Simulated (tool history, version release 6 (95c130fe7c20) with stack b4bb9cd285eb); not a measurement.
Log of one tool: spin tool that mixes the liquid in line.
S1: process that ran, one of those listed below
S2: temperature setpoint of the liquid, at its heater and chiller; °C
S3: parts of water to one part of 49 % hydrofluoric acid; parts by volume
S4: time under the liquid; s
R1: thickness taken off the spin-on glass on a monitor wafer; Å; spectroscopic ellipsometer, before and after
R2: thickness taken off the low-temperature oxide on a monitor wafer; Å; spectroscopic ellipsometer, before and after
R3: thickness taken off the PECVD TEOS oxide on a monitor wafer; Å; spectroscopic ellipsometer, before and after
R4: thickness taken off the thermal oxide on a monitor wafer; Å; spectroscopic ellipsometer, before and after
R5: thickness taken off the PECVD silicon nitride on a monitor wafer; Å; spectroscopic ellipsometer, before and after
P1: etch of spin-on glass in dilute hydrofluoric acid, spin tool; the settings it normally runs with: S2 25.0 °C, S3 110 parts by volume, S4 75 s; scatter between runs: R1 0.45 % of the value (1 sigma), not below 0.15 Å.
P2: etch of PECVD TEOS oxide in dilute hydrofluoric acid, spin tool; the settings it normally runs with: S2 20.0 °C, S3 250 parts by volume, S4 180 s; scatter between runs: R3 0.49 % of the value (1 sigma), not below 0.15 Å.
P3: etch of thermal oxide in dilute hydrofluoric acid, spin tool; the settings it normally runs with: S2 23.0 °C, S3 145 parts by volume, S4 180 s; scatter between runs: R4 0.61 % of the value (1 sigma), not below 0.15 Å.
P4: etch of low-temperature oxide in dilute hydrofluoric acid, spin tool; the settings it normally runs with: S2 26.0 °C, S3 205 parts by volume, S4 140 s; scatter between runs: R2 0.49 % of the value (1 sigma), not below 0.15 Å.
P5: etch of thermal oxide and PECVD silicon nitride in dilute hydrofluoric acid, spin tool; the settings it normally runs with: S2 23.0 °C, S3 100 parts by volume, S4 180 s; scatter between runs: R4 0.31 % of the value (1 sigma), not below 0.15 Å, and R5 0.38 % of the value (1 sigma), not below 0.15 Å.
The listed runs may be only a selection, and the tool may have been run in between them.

{"run": 1, "hour": 9.6, "S1": "P1", "S2": 25.0, "S3": 110, "S4": 75, "R1": 210.79}
{"run": 2, "hour": 16.0, "S1": "P4", "S2": 26.0, "S3": 205, "S4": 140, "R2": 95.465}
{"run": 3, "hour": 26.7, "S1": "P2", "S2": 28.0, "S3": 250, "S4": 180, "R3": 93.584}
{"run": 4, "hour": 38.4, "S1": "P1", "S2": 19.0, "S3": 110, "S4": 75, "R1": 166.83}
{"run": 5, "hour": 45.6, "S1": "P4", "S2": 26.0, "S3": 120, "S4": 140, "R2": 178.97}
{"run": 6, "hour": 54.7, "S1": "P2", "S2": 20.0, "S3": 250, "S4": 90, "R3": 34.541}
{"run": 7, "hour": 67.1, "S1": "P4", "S2": 32.5, "S3": 205, "S4": 140, "R2": 119.63}
{"run": 8, "hour": 74.0, "S1": "P4", "S2": 26.0, "S3": 205, "S4": 225, "R2": 154.08}
{"run": 9, "hour": 85.9, "S1": "P1", "S2": 25.0, "S3": 110, "S4": 75, "R1": 211.72}
{"run": 10, "hour": 93.7, "S1": "P1", "S2": 25.0, "S3": 30, "S4": 75, "R1": 858.51}
{"run": 11, "hour": 100.1, "S1": "P5", "S2": 23.0, "S3": 100, "S4": 180, "R4": 79.638, "R5": 94.945}
{"run": 12, "hour": 106.7, "S1": "P2", "S2": 20.0, "S3": 250, "S4": 180, "R3": 70.107}
{"run": 13, "hour": 113.7, "S1": "P1", "S2": 25.0, "S3": 110, "S4": 115, "R1": 323.35}
{"run": 14, "hour": 120.7, "S1": "P3", "S2": 23.0, "S3": 145, "S4": 180, "R4": 55.654}
{"run": 15, "hour": 133.2, "S1": "P2", "S2": 20.0, "S3": 250, "S4": 180, "R3": 70.205}
{"run": 16, "hour": 144.7, "S1": "P3", "S2": 29.5, "S3": 145, "S4": 180, "R4": 71.177}
{"run": 17, "hour": 157.5, "S1": "P1", "S2": 25.0, "S3": 110, "S4": 75, "R1": 213.05}
{"run": 18, "hour": 163.6, "S1": "P3", "S2": 23.0, "S3": 145, "S4": 180, "R4": 55.765}
{"run": 19, "hour": 171.0, "S1": "P1", "S2": 25.0, "S3": 30, "S4": 115, "R1": 1319.3}
{"hour": 177.3, "done": "hydrofluoric acid flow meter replaced"}
{"run": 20, "hour": 180.8, "S1": "P5", "S2": 17.0, "S3": 100, "S4": 180, "R4": 62.542, "R5": 62.512}
{"hour": 187.2, "done": "thermometer replaced"}
{"run": 21, "hour": 193.8, "S1": "P5", "S2": 23.0, "S3": 100, "S4": 180, "R4": 79.534, "R5": 93.938}
{"run": 22, "hour": 200.7, "S1": "P1", "S2": 20.0, "S3": 180, "S4": 75, "R1": 98.656}
{"run": 23, "hour": 208.7, "S1": "P1", "S2": 25.0, "S3": 110, "S4": 40, "R1": 112.18}
{"run": 24, "hour": 219.9, "S1": "P5", "S2": 23.0, "S3": 100, "S4": 285, "R4": 126.97, "R5": 150.19}
{"run": 25, "hour": 228.2, "S1": "P1", "S2": 30.5, "S3": 110, "S4": 75, "R1": 259.21}
{"run": 26, "hour": 234.9, "S1": "P2", "S2": 20.0, "S3": 95, "S4": 180, "R3": 216.18}
{"run": 27, "hour": 243.4, "S1": "P3", "S2": 23.0, "S3": 250, "S4": 180, "R4": 28.892}
{"run": 28, "hour": 253.6, "S1": "P1", "S2": 25.0, "S3": 110, "S4": 75, "R1": 211.64}
{"run": 29, "hour": 265.5, "S1": "P5", "S2": 23.0, "S3": 55, "S4": 180, "R4": 153.99, "R5": 169.4}
{"run": 30, "hour": 272.8, "S1": "P3", "S2": 23.0, "S3": 145, "S4": 290, "R4": 89.932}
{"run": 31, "hour": 283.1, "S1": "P1", "S2": 25.0, "S3": 195, "S4": 75, "R1": 107.61}
{"run": 32, "hour": 289.0, "S1": "P1", "S2": 25.0, "S3": 110, "S4": 75, "R1": 212.62}
{"run": 33, "hour": 300.9, "S1": "P1", "S2": 25.0, "S3": 110, "S4": 75, "R1": 213.9}
{"run": 34, "hour": 313.1, "S1": "P1", "S2": 25.0, "S3": 110, "S4": 75, "R1": 216.51}
{"run": 35, "hour": 324.6, "S1": "P1", "S2": 25.0, "S3": 110, "S4": 75, "R1": 219.69}
{"run": 36, "hour": 337.7, "S1": "P1", "S2": 25.0, "S3": 110, "S4": 75, "R1": 222.89}
{"run": 37, "hour": 349.4, "S1": "P1", "S2": 25.0, "S3": 110, "S4": 75, "R1": 224.77}
{"run": 38, "hour": 358.8, "S1": "P1", "S2": 25.0, "S3": 110, "S4": 75, "R1": 224.21}
{"run": 39, "hour": 370.2, "S1": "P1", "S2": 25.0, "S3": 110, "S4": 75, "R1": 225.66}
{"run": 40, "hour": 377.9, "S1": "P1", "S2": 25.0, "S3": 110, "S4": 75, "R1": 225.93}
{"run": 41, "hour": 390.2, "S1": "P1", "S2": 25.0, "S3": 110, "S4": 75, "R1": 223.74}
{"run": 42, "hour": 402.8, "S1": "P1", "S2": 25.0, "S3": 110, "S4": 75, "R1": 226.01}

Something has made what P1 gives creep away from where it was; the 2 causes below, each at its own stated size, fit the log equally well:
A: hydrofluoric acid flow above the setpoint (%) = 5.75
B: liquid hotter than its thermometer reads (K) = 1.64
The drift started at roughly hour 300.9.

Consider the 4 single-wafer check runs listed below, results given as question marks: which one distinguishes between the causes by giving clearly different results for each?
{"run": "check 1", "hour": 415.4, "S1": "P2", "S2": 20.0, "S3": 250, "S4": 180, "R3": "?"}
{"run": "check 2", "hour": 415.4, "S1": "P4", "S2": 26.0, "S3": 205, "S4": 140, "R2": "?"}
{"run": "check 3", "hour": 415.4, "S1": "P5", "S2": 23.0, "S3": 100, "S4": 180, "R4": "?", "R5": "?"}
{"run": "check 4", "hour": 415.4, "S1": "P3", "S2": 23.0, "S3": 145, "S4": 180, "R4": "?"}

Expected result of each check under each candidate cause:
check=check_1 result=R3 if_A=74.679 if_B=74.105
check=check_2 result=R2 if_A=102.200 if_B=101.190
check=check_3 result=R4 if_A=84.903 if_B=85.123
check=check_3 result=R5 if_A=99.987 if_B=105.450
check=check_4 result=R4 if_A=59.461 if_B=59.357
Separation of the two closest causes in each check, using whichever result separates them best: check 1 0.77 %; check 2 0.99 %; check 3 5.32 %; check 4 0.18 %
The causes can be told apart only by check 3. The other checks would give nearly the same results under each of them.

Check 3 was carried out, with these results: R4 85.196 Å; R5 106.120 Å. Which of the listed causes is responsible?

B is the cause: liquid hotter than its thermometer reads (K).
